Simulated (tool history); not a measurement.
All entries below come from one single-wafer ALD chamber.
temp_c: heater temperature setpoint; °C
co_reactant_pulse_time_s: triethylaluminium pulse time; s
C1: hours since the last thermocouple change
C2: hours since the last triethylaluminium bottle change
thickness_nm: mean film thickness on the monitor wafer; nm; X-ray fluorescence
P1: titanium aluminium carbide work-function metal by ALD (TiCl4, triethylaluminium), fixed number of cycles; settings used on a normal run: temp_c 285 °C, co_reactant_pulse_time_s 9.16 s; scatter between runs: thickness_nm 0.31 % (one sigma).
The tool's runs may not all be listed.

{"run": 1, "hour": 5.3, "temp_c": 285, "co_reactant_pulse_time_s": 9.16, "C1": 732.7, "C2": 318.7, "thickness_nm": 1.8797}
{"run": 2, "hour": 12.5, "temp_c": 285, "co_reactant_pulse_time_s": 9.16, "C1": 739.9, "C2": 325.9, "thickness_nm": 1.869}
{"run": 3, "hour": 18.1, "temp_c": 266, "co_reactant_pulse_time_s": 14.06, "C1": 745.5, "C2": 331.5, "thickness_nm": 1.7775}
{"run": 4, "hour": 25.4, "temp_c": 285, "co_reactant_pulse_time_s": 9.16, "C1": 752.8, "C2": 338.8, "thickness_nm": 1.8757}
{"run": 5, "hour": 31.9, "temp_c": 285, "co_reactant_pulse_time_s": 3.17, "C1": 759.3, "C2": 345.3, "thickness_nm": 1.2965}
{"run": 6, "hour": 40.6, "temp_c": 285, "co_reactant_pulse_time_s": 9.16, "C1": 768, "C2": 354, "thickness_nm": 1.8722}
{"run": 7, "hour": 48.2, "temp_c": 285, "co_reactant_pulse_time_s": 9.16, "C1": 775.6, "C2": 361.6, "thickness_nm": 1.8644}
{"run": 8, "hour": 54.2, "temp_c": 285, "co_reactant_pulse_time_s": 9.16, "C1": 781.6, "C2": 367.6, "thickness_nm": 1.867}
{"run": 9, "hour": 59.6, "temp_c": 307, "co_reactant_pulse_time_s": 9.16, "C1": 787, "C2": 373, "thickness_nm": 2.0617}
{"run": 10, "hour": 64.1, "temp_c": 285, "co_reactant_pulse_time_s": 9.16, "C1": 791.5, "C2": 377.5, "thickness_nm": 1.8738}
{"run": 11, "hour": 71.3, "temp_c": 262, "co_reactant_pulse_time_s": 9.16, "C1": 798.7, "C2": 384.7, "thickness_nm": 1.6915}
{"run": 12, "hour": 75.6, "temp_c": 285, "co_reactant_pulse_time_s": 13.35, "C1": 803, "C2": 389, "thickness_nm": 1.9489}
{"run": 13, "hour": 81.3, "temp_c": 301, "co_reactant_pulse_time_s": 5.45, "C1": 808.7, "C2": 394.7, "thickness_nm": 1.7932}

What will run 14 give?
{"run": 14, "hour": 85.8, "temp_c": 285, "co_reactant_pulse_time_s": 9.16, "C1": 813.2, "C2": 399.2, "thickness_nm": "?"}

Run 14 yielded thickness_nm 1.8796 nm.
